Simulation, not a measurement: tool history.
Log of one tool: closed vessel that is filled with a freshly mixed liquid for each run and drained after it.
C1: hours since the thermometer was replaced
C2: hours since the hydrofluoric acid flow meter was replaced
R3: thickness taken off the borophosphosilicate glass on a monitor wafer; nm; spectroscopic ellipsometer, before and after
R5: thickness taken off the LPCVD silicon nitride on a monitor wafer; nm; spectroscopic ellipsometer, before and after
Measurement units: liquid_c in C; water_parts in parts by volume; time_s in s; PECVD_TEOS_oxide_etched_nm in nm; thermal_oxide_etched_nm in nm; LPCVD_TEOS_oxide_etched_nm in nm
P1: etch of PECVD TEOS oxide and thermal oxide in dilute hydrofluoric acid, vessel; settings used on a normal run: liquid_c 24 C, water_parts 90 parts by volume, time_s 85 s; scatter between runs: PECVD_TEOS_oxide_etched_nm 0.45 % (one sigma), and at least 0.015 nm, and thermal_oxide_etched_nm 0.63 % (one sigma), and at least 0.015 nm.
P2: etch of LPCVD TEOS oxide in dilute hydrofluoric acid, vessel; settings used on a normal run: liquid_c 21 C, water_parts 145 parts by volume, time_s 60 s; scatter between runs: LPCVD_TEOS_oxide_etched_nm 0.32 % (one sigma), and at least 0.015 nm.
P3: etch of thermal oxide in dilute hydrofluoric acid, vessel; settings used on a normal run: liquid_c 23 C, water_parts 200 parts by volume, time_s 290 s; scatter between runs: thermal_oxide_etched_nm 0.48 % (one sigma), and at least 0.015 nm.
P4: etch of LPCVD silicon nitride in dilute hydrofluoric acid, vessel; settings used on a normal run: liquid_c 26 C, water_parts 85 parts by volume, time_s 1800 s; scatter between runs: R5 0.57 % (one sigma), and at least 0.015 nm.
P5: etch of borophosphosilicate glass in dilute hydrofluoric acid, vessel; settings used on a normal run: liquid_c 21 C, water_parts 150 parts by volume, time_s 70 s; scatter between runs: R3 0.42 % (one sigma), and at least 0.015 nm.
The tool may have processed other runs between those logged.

run 1 hour=3.3 | process=P1 liquid_c=24 water_parts=90 time_s=85 | C1=996.2 C2=138.6 | PECVD_TEOS_oxide_etched_nm=18.859 thermal_oxide_etched_nm=4.7202
run 2 hour=7.1 | process=P1 liquid_c=24 water_parts=155 time_s=85 | C1=1000 C2=142.4 | PECVD_TEOS_oxide_etched_nm=10.197 thermal_oxide_etched_nm=2.5097
run 3 hour=10.3 | process=P1 liquid_c=24 water_parts=90 time_s=85 | C1=1003.2 C2=145.6 | PECVD_TEOS_oxide_etched_nm=18.76 thermal_oxide_etched_nm=4.7211
run 4 hour=13.4 | process=P1 liquid_c=24 water_parts=90 time_s=85 | C1=1006.3 C2=148.7 | PECVD_TEOS_oxide_etched_nm=18.652 thermal_oxide_etched_nm=4.6734
run 5 hour=16.2 | process=P5 liquid_c=21 water_parts=150 time_s=70 | C1=1009.1 C2=151.5 | R3=21.392
run 6 hour=20.4 | process=P1 liquid_c=24 water_parts=90 time_s=85 | C1=1013.3 C2=155.7 | PECVD_TEOS_oxide_etched_nm=18.816 thermal_oxide_etched_nm=4.6822
run 7 hour=24.2 | process=P5 liquid_c=21 water_parts=150 time_s=135 | C1=1017.1 C2=159.5 | R3=41.102
run 8 hour=28.1 | process=P3 liquid_c=29 water_parts=200 time_s=290 | C1=1021 C2=163.4 | thermal_oxide_etched_nm=7.7962
run 9 hour=32 | process=P1 liquid_c=28.5 water_parts=90 time_s=30 | C1=1024.9 C2=167.3 | PECVD_TEOS_oxide_etched_nm=7.953 thermal_oxide_etched_nm=1.969
run 10 hour=35.4 | process=P1 liquid_c=17 water_parts=50 time_s=85 | C1=1028.3 C2=170.7 | PECVD_TEOS_oxide_etched_nm=26.414 thermal_oxide_etched_nm=6.5701
run 11 hour=37.5 | process=P2 liquid_c=21 water_parts=145 time_s=60 | C1=1030.4 C2=172.8 | LPCVD_TEOS_oxide_etched_nm=8.1444
run 12 hour=41.7 | process=P2 liquid_c=27.5 water_parts=145 time_s=60 | C1=1034.6 C2=177 | LPCVD_TEOS_oxide_etched_nm=10.506
run 13 hour=44.9 | process=P5 liquid_c=25.5 water_parts=150 time_s=70 | C1=1037.8 C2=180.2 | R3=25.42
run 14 hour=47.3 | process=P1 liquid_c=24 water_parts=90 time_s=85 | C1=1040.2 C2=182.6 | PECVD_TEOS_oxide_etched_nm=18.949 thermal_oxide_etched_nm=4.7164
run 15 hour=50.5 | process=P3 liquid_c=23 water_parts=300 time_s=290 | C1=1043.4 C2=185.8 | thermal_oxide_etched_nm=3.7576
run 16 hour=54.3 | process=P4 liquid_c=26 water_parts=85 time_s=1800 | C1=1047.2 C2=189.6 | R5=12.095
run 17 hour=56.2 | process=P1 liquid_c=24 water_parts=90 time_s=85 | C1=1049.1 C2=191.5 | PECVD_TEOS_oxide_etched_nm=18.81 thermal_oxide_etched_nm=4.6642
run 18 hour=58.3 | process=P1 liquid_c=24 water_parts=90 time_s=125 | C1=1051.2 C2=193.6 | PECVD_TEOS_oxide_etched_nm=27.753 thermal_oxide_etched_nm=6.9036
run 19 hour=62.4 | process=P1 liquid_c=31.5 water_parts=90 time_s=85 | C1=1055.3 C2=197.7 | PECVD_TEOS_oxide_etched_nm=25.021 thermal_oxide_etched_nm=6.2156
run 20 hour=66 | process=P4 liquid_c=26 water_parts=150 time_s=1800 | C1=1058.9 C2=201.3 | R5=6.8229
run 21 hour=68.6 | process=P4 liquid_c=26 water_parts=85 time_s=1800 | C1=1061.5 C2=203.9 | R5=12.015
run 22 hour=70.8 | process=P1 liquid_c=24 water_parts=55 time_s=85 | C1=1063.7 C2=206.1 | PECVD_TEOS_oxide_etched_nm=32.252 thermal_oxide_etched_nm=8.159
run 23 hour=74.5 | process=P4 liquid_c=26 water_parts=85 time_s=3520 | C1=1067.4 C2=209.8 | R5=23.36
run 24 hour=78 | process=P5 liquid_c=21 water_parts=60 time_s=70 | C1=1070.9 C2=213.3 | R3=59.205
run 25 hour=80.3 | process=P3 liquid_c=23 water_parts=200 time_s=135 | C1=1073.2 C2=215.6 | thermal_oxide_etched_nm=2.899
run 26 hour=82.8 | process=P1 liquid_c=24 water_parts=90 time_s=45 | C1=1075.7 C2=218.1 | PECVD_TEOS_oxide_etched_nm=9.9306 thermal_oxide_etched_nm=2.4803
run 27 hour=86 | process=P4 liquid_c=20.5 water_parts=85 time_s=1800 | C1=1078.9 C2=221.3 | R5=8.2586
run 28 hour=88.8 | process=P1 liquid_c=20.5 water_parts=90 time_s=120 | C1=1081.7 C2=224.1 | PECVD_TEOS_oxide_etched_nm=22.98 thermal_oxide_etched_nm=5.7608
run 29 hour=92.8 | process=P2 liquid_c=21 water_parts=60 time_s=60 | C1=1085.7 C2=228.1 | LPCVD_TEOS_oxide_etched_nm=21.955
run 30 hour=96 | process=P2 liquid_c=21 water_parts=145 time_s=30 | C1=1088.9 C2=231.3 | LPCVD_TEOS_oxide_etched_nm=4.1134
run 31 hour=100 | process=P3 liquid_c=23 water_parts=200 time_s=290 | C1=1092.9 C2=235.3 | thermal_oxide_etched_nm=6.218
run 32 hour=102.2 | process=P1 liquid_c=18 water_parts=90 time_s=85 | C1=1095.1 C2=237.5 | PECVD_TEOS_oxide_etched_nm=14.705 thermal_oxide_etched_nm=3.6476
run 33 hour=104.4 | process=P1 liquid_c=24 water_parts=90 time_s=85 | C1=1097.3 C2=239.7 | PECVD_TEOS_oxide_etched_nm=18.709 thermal_oxide_etched_nm=4.6905
run 34 hour=107.2 | process=P1 liquid_c=24 water_parts=90 time_s=85 | C1=1100.1 C2=242.5 | PECVD_TEOS_oxide_etched_nm=19.377 thermal_oxide_etched_nm=4.7979
run 35 hour=111.3 | process=P1 liquid_c=24 water_parts=90 time_s=85 | C1=1104.2 C2=246.6 | PECVD_TEOS_oxide_etched_nm=19.873 thermal_oxide_etched_nm=4.9396
run 36 hour=113.5 | process=P1 liquid_c=24 water_parts=90 time_s=85 | C1=1106.4 C2=248.8 | PECVD_TEOS_oxide_etched_nm=19.983 thermal_oxide_etched_nm=4.9812
run 37 hour=117.5 | process=P1 liquid_c=24 water_parts=90 time_s=85 | C1=1110.4 C2=252.8 | PECVD_TEOS_oxide_etched_nm=20.071 thermal_oxide_etched_nm=5.0892
run 38 hour=120.1 | process=P1 liquid_c=24 water_parts=90 time_s=85 | C1=1113 C2=255.4 | PECVD_TEOS_oxide_etched_nm=20.135 thermal_oxide_etched_nm=4.9884
run 39 hour=122.9 | process=P1 liquid_c=24 water_parts=90 time_s=85 | C1=1115.8 C2=258.2 | PECVD_TEOS_oxide_etched_nm=20.101 thermal_oxide_etched_nm=5.02
run 40 hour=126 | process=P1 liquid_c=24 water_parts=90 time_s=85 | C1=1118.9 C2=261.3 | PECVD_TEOS_oxide_etched_nm=20.443 thermal_oxide_etched_nm=5.0156
run 41 hour=129.3 | process=P1 liquid_c=24 water_parts=90 time_s=85 | C1=1122.2 C2=264.6 | PECVD_TEOS_oxide_etched_nm=20.424 thermal_oxide_etched_nm=5.0676

The output of P1 has drifted from where it used to be. Each of the 2 causes below, taken at the size shown beside it, accounts for the log equally well:
A: hydrofluoric acid flow above the setpoint (%) = 7
B: liquid hotter than its thermometer reads (K) = 1.9
The creep began at about hour 104.4.

Listed below are the offered check runs, one wafer per run, with question marks in place of results. For which of them would the causes give clearly different outcomes?
run check 1 hour=132.6 | process=P3 liquid_c=23 water_parts=200 time_s=290 | thermal_oxide_etched_nm=?
run check 2 hour=132.6 | process=P2 liquid_c=21 water_parts=145 time_s=60 | LPCVD_TEOS_oxide_etched_nm=?
run check 3 hour=132.6 | process=P5 liquid_c=21 water_parts=150 time_s=70 | R3=?
run check 4 hour=132.6 | process=P4 liquid_c=26 water_parts=85 time_s=1800 | R5=?

What every check run would give for each of its results, assuming each possible cause in turn:
check=check_1 result=thermal_oxide_etched_nm if_A=6.7459 if_B=6.6705
check=check_2 result=LPCVD_TEOS_oxide_etched_nm if_A=8.8994 if_B=8.868
check=check_3 result=R3 if_A=23.072 if_B=22.98
check=check_4 result=R5 if_A=12.848 if_B=13.589
Distance between the nearest two causes, measured in the result of the check that separates them most: check 1 1.12 %; check 2 0.35 %; check 3 0.4 %; check 4 5.61 %
The other checks would show nearly matching results whichever cause is true, so check 4 is the only one that separates the causes.

With check 4 done, the readings were: R5 12.809 nm. Identify which of the listed causes applies.

It was cause A: hydrofluoric acid flow above the setpoint (%).
